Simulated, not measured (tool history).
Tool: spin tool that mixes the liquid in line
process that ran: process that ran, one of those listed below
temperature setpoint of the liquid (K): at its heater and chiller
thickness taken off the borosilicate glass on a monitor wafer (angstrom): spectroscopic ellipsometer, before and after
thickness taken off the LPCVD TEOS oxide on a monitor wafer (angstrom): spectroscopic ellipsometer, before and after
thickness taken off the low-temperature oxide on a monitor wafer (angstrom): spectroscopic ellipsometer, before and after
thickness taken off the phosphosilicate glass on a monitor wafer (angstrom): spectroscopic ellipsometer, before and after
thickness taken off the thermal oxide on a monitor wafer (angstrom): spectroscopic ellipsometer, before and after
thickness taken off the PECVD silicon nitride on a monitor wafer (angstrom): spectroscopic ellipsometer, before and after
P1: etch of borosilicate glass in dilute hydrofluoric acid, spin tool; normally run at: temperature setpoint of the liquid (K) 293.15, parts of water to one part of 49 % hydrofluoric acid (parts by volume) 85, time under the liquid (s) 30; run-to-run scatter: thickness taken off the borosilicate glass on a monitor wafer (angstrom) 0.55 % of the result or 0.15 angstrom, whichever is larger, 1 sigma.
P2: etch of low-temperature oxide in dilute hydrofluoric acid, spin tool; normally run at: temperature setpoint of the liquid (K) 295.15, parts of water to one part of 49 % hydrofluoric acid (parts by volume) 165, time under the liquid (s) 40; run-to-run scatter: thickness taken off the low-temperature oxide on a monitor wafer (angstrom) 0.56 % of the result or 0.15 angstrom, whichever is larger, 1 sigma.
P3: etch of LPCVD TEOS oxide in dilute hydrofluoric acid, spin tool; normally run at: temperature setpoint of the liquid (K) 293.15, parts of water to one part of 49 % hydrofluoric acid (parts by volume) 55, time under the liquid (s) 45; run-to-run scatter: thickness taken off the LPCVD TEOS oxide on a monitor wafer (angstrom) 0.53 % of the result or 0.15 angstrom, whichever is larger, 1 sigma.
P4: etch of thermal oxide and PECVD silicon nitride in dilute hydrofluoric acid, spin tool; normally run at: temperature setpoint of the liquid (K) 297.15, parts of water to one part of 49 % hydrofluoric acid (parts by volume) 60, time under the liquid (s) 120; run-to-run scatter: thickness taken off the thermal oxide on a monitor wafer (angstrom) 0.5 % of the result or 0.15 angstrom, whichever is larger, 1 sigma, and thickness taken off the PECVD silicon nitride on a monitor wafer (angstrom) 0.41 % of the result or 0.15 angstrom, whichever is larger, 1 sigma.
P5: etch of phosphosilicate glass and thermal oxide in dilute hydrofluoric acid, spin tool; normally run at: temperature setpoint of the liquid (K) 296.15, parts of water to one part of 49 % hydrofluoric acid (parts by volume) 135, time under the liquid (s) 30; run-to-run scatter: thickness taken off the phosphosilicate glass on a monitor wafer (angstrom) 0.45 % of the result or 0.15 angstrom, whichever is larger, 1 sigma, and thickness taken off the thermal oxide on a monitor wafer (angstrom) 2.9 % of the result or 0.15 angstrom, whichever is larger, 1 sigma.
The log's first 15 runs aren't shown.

run   hour  process that ran  temperature setpoint of the liquid (K)  parts of water to one part of 49 % hydrofluoric acid (parts by volume)  time under the liquid (s)  thickness taken off the borosilicate glass on a monitor wafer (angstrom)  thickness taken off the LPCVD TEOS oxide on a monitor wafer (angstrom)  thickness taken off the low-temperature oxide on a monitor wafer (angstrom)  thickness taken off the phosphosilicate glass on a monitor wafer (angstrom)  thickness taken off the thermal oxide on a monitor wafer (angstrom)  thickness taken off the PECVD silicon nitride on a monitor wafer (angstrom)
 16  206.7                P5                                  296.15                                                                      25                         30                                                                                                                                                                                                                                                                                                      843.57                                                               58.569
 17  216.7                P4                                  297.15                                                                      60                        180                                                                                                                                                                                                                                                                                                                                                                           149.53                                                                       110.47
 18  227.1                P1                                  293.15                                                                      85                         15                                                                    81.527
 19  240.2                P3                                  293.15                                                                      80                         45                                                                                                                                            206.83
 20  248.6                P1                                  293.15                                                                     115                         50                                                                    195.88
 21  264.1                P5                                  296.15                                                                     135                         50                                                                                                                                                                                                                                                                                                       228.2                                                               16.002
 22  278.7                P4                                  297.15                                                                      25                        120                                                                                                                                                                                                                                                                                                                                                                           251.99                                                                       173.38
 23  291.3                P1                                  290.15                                                                      85                         30                                                                    144.24
 24  306.8                P4                                  290.15                                                                      60                        120                                                                                                                                                                                                                                                                                                                                                                           73.264                                                                         45.4
 25  316.4                P5                                  296.15                                                                     135                         30                                                                                                                                                                                                                                                                                                      138.31                                                               9.6013
 26  325.4                P1                                  293.15                                                                      45                         30                                                                    323.98
 27  334.3                P1                                  293.15                                                                      85                         30                                                                    165.65
 28  345.6                P1                                  293.15                                                                      85                         30                                                                    163.84

Run 29 comes next. What will it give?
 29  359.7                P4                                  297.15                                                                      60                        120                                                                                                                                                                                                                                                                                                                                                                                ?                                                                            ?

Run 29 gave thickness taken off the thermal oxide on a monitor wafer (angstrom) 99.407, thickness taken off the PECVD silicon nitride on a monitor wafer (angstrom) 73.275.
